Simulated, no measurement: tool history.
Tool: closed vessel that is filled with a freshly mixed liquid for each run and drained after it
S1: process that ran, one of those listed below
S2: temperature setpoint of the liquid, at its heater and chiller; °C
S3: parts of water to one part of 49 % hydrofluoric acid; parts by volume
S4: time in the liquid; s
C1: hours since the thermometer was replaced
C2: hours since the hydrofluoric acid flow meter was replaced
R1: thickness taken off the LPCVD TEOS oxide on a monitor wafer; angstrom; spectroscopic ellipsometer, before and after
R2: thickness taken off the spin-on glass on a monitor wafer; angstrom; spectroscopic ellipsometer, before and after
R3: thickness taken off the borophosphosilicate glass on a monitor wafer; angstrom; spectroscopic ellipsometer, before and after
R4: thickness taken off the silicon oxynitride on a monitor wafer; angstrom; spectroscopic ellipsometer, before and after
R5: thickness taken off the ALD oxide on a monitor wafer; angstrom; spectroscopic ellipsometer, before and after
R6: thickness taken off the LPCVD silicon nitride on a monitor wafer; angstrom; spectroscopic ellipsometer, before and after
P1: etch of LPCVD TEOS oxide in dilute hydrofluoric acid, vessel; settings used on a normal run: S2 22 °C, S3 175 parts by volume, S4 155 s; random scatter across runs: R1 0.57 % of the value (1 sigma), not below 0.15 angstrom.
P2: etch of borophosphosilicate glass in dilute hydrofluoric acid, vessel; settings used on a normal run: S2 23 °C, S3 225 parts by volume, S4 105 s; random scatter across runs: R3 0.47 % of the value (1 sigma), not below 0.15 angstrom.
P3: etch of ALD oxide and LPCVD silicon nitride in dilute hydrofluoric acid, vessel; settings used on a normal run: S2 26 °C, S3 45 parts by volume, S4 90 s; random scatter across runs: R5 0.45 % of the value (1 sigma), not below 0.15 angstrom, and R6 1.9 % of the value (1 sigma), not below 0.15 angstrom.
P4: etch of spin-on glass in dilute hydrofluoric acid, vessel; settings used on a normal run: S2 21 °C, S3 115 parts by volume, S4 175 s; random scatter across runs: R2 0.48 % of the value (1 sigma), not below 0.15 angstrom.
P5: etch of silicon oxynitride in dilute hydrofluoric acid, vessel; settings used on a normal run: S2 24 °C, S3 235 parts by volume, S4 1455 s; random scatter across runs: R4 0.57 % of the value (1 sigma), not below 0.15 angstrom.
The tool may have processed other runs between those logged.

{"run": 1, "hour": 4.3, "S1": "P1", "S2": 22, "S3": 175, "S4": 155, "C1": 715.2, "C2": 750, "R1": 232.02}
{"run": 2, "hour": 8.0, "S1": "P1", "S2": 22, "S3": 175, "S4": 155, "C1": 718.9, "C2": 753.7, "R1": 232.56}
{"run": 3, "hour": 10.2, "S1": "P1", "S2": 29.5, "S3": 175, "S4": 90, "C1": 721.1, "C2": 755.9, "R1": 179.01}
{"run": 4, "hour": 14.3, "S1": "P4", "S2": 21, "S3": 115, "S4": 175, "C1": 725.2, "C2": 760, "R2": 467.39}
{"run": 5, "hour": 17.9, "S1": "P4", "S2": 21, "S3": 210, "S4": 175, "C1": 728.8, "C2": 763.6, "R2": 232.69}
{"run": 6, "hour": 19.9, "S1": "P4", "S2": 21, "S3": 115, "S4": 310, "C1": 730.8, "C2": 765.6, "R2": 827.37}
{"run": 7, "hour": 23.1, "S1": "P2", "S2": 23, "S3": 225, "S4": 105, "C1": 734, "C2": 768.8, "R3": 190.56}
{"run": 8, "hour": 27.3, "S1": "P1", "S2": 22, "S3": 60, "S4": 155, "C1": 738.2, "C2": 773, "R1": 771.75}
{"run": 9, "hour": 31.6, "S1": "P1", "S2": 22, "S3": 175, "S4": 155, "C1": 742.5, "C2": 777.3, "R1": 235.31}
{"run": 10, "hour": 33.5, "S1": "P2", "S2": 23, "S3": 225, "S4": 160, "C1": 744.4, "C2": 779.2, "R3": 291.3}
{"hour": 34.3, "done": "hydrofluoric acid flow meter replaced"}
{"run": 11, "hour": 37.7, "S1": "P4", "S2": 17, "S3": 115, "S4": 175, "C1": 748.6, "C2": 3.4, "R2": 397.14}
{"run": 12, "hour": 41.9, "S1": "P1", "S2": 22, "S3": 175, "S4": 305, "C1": 752.8, "C2": 7.6, "R1": 463.03}
{"run": 13, "hour": 44.7, "S1": "P5", "S2": 31.5, "S3": 235, "S4": 1455, "C1": 755.6, "C2": 10.4, "R4": 236.38}
{"run": 14, "hour": 47.1, "S1": "P1", "S2": 22, "S3": 175, "S4": 155, "C1": 758, "C2": 12.8, "R1": 232.2}
{"run": 15, "hour": 49.9, "S1": "P5", "S2": 24, "S3": 125, "S4": 1455, "C1": 760.8, "C2": 15.6, "R4": 354.22}
{"run": 16, "hour": 52.6, "S1": "P2", "S2": 23, "S3": 80, "S4": 105, "C1": 763.5, "C2": 18.3, "R3": 634.03}
{"run": 17, "hour": 55.3, "S1": "P1", "S2": 22, "S3": 175, "S4": 155, "C1": 766.2, "C2": 21, "R1": 234.79}
{"run": 18, "hour": 59.7, "S1": "P1", "S2": 22, "S3": 280, "S4": 155, "C1": 770.6, "C2": 25.4, "R1": 131.02}
{"run": 19, "hour": 62.7, "S1": "P1", "S2": 17, "S3": 175, "S4": 80, "C1": 773.6, "C2": 28.4, "R1": 98.386}
{"run": 20, "hour": 66.1, "S1": "P3", "S2": 26, "S3": 20, "S4": 90, "C1": 777, "C2": 31.8, "R5": 864.94, "R6": 26.421}
{"run": 21, "hour": 68.1, "S1": "P3", "S2": 26, "S3": 45, "S4": 90, "C1": 779, "C2": 33.8, "R5": 367.04, "R6": 13}
{"run": 22, "hour": 70.3, "S1": "P1", "S2": 22, "S3": 175, "S4": 155, "C1": 781.2, "C2": 36, "R1": 231.46}
{"run": 23, "hour": 73.5, "S1": "P3", "S2": 21.5, "S3": 45, "S4": 90, "C1": 784.4, "C2": 39.2, "R5": 303.84, "R6": 9.4075}
{"run": 24, "hour": 77.5, "S1": "P5", "S2": 24, "S3": 235, "S4": 1455, "C1": 788.4, "C2": 43.2, "R4": 173.54}
{"run": 25, "hour": 80.3, "S1": "P5", "S2": 24, "S3": 235, "S4": 525, "C1": 791.2, "C2": 46, "R4": 62.449}
{"run": 26, "hour": 84.1, "S1": "P2", "S2": 27.5, "S3": 225, "S4": 105, "C1": 795, "C2": 49.8, "R3": 226.97}
{"run": 27, "hour": 86.5, "S1": "P1", "S2": 22, "S3": 175, "S4": 65, "C1": 797.4, "C2": 52.2, "R1": 98.936}
{"run": 28, "hour": 89.1, "S1": "P1", "S2": 17, "S3": 175, "S4": 155, "C1": 800, "C2": 54.8, "R1": 192.37}
{"run": 29, "hour": 92.4, "S1": "P1", "S2": 27.5, "S3": 175, "S4": 155, "C1": 803.3, "C2": 58.1, "R1": 285.45}
{"run": 30, "hour": 96.6, "S1": "P3", "S2": 26, "S3": 45, "S4": 30, "C1": 807.5, "C2": 62.3, "R5": 123.24, "R6": 4.1078}
{"run": 31, "hour": 100.7, "S1": "P5", "S2": 24, "S3": 235, "S4": 1455, "C1": 811.6, "C2": 66.4, "R4": 171.45}
{"run": 32, "hour": 105.0, "S1": "P1", "S2": 22, "S3": 175, "S4": 155, "C1": 815.9, "C2": 70.7, "R1": 232.29}
{"run": 33, "hour": 108.7, "S1": "P1", "S2": 22, "S3": 175, "S4": 155, "C1": 819.6, "C2": 74.4, "R1": 239.31}
{"run": 34, "hour": 112.0, "S1": "P1", "S2": 22, "S3": 175, "S4": 155, "C1": 822.9, "C2": 77.7, "R1": 244.61}
{"run": 35, "hour": 115.9, "S1": "P1", "S2": 22, "S3": 175, "S4": 155, "C1": 826.8, "C2": 81.6, "R1": 246.5}
{"run": 36, "hour": 117.9, "S1": "P1", "S2": 22, "S3": 175, "S4": 155, "C1": 828.8, "C2": 83.6, "R1": 248.51}
{"run": 37, "hour": 121.0, "S1": "P1", "S2": 22, "S3": 175, "S4": 155, "C1": 831.9, "C2": 86.7, "R1": 247.92}
{"run": 38, "hour": 125.2, "S1": "P1", "S2": 22, "S3": 175, "S4": 155, "C1": 836.1, "C2": 90.9, "R1": 248.81}
{"run": 39, "hour": 128.5, "S1": "P1", "S2": 22, "S3": 175, "S4": 155, "C1": 839.4, "C2": 94.2, "R1": 251.58}
{"run": 40, "hour": 132.7, "S1": "P1", "S2": 22, "S3": 175, "S4": 155, "C1": 843.6, "C2": 98.4, "R1": 252.01}
{"run": 41, "hour": 136.6, "S1": "P1", "S2": 22, "S3": 175, "S4": 155, "C1": 847.5, "C2": 102.3, "R1": 249.77}
{"run": 42, "hour": 140.4, "S1": "P1", "S2": 22, "S3": 175, "S4": 155, "C1": 851.3, "C2": 106.1, "R1": 253.56}
{"run": 43, "hour": 144.6, "S1": "P1", "S2": 22, "S3": 175, "S4": 155, "C1": 855.5, "C2": 110.3, "R1": 253.83}

The log shows P1 creeping away from where it was. Any of the 2 causes listed here, at the size stated for it, fits the log just as well as the others:
A: liquid hotter than its thermometer reads (K) = 2
B: hydrofluoric acid flow above the setpoint (%) = 6.64
The creep began at about hour 105.

Below are 4 check runs, each averaged over 5 wafers, with their results shown as question marks. Which of them would give clearly different results depending on which cause is behind the drift?
{"run": "check 1", "hour": 148.8, "S1": "P4", "S2": 17, "S3": 180, "S4": 175, "R2": "?"}
{"run": "check 2", "hour": 148.8, "S1": "P5", "S2": 30, "S3": 235, "S4": 1455, "R4": "?"}
{"run": "check 3", "hour": 148.8, "S1": "P2", "S2": 23, "S3": 155, "S4": 105, "R3": "?"}
{"run": "check 4", "hour": 148.8, "S1": "P3", "S2": 26, "S3": 30, "S4": 90, "R5": "?", "R6": "?"}

If the cause were each of the candidates in turn, the checks would give the following:
check=check_1 result=R2 if_A=258.4 if_B=257.12
check=check_2 result=R4 if_A=240.8 if_B=239.82
check=check_3 result=R3 if_A=323.86 if_B=323.49
check=check_4 result=R5 if_A=611.65 if_B=602.65
check=check_4 result=R6 if_A=21.195 if_B=19.741
Distance between the nearest two causes, measured in the result of the check that separates them most: check 1 0.49 %; check 2 0.41 %; check 3 0.11 %; check 4 7.11 %
Check 4 is the one run that separates the causes; every other check would come out nearly the same whichever cause is at work.

Running check 4 produced the following: R5 612.61 angstrom; R6 21.106 angstrom. Which one of the listed causes fits?

A is the cause: liquid hotter than its thermometer reads (K).
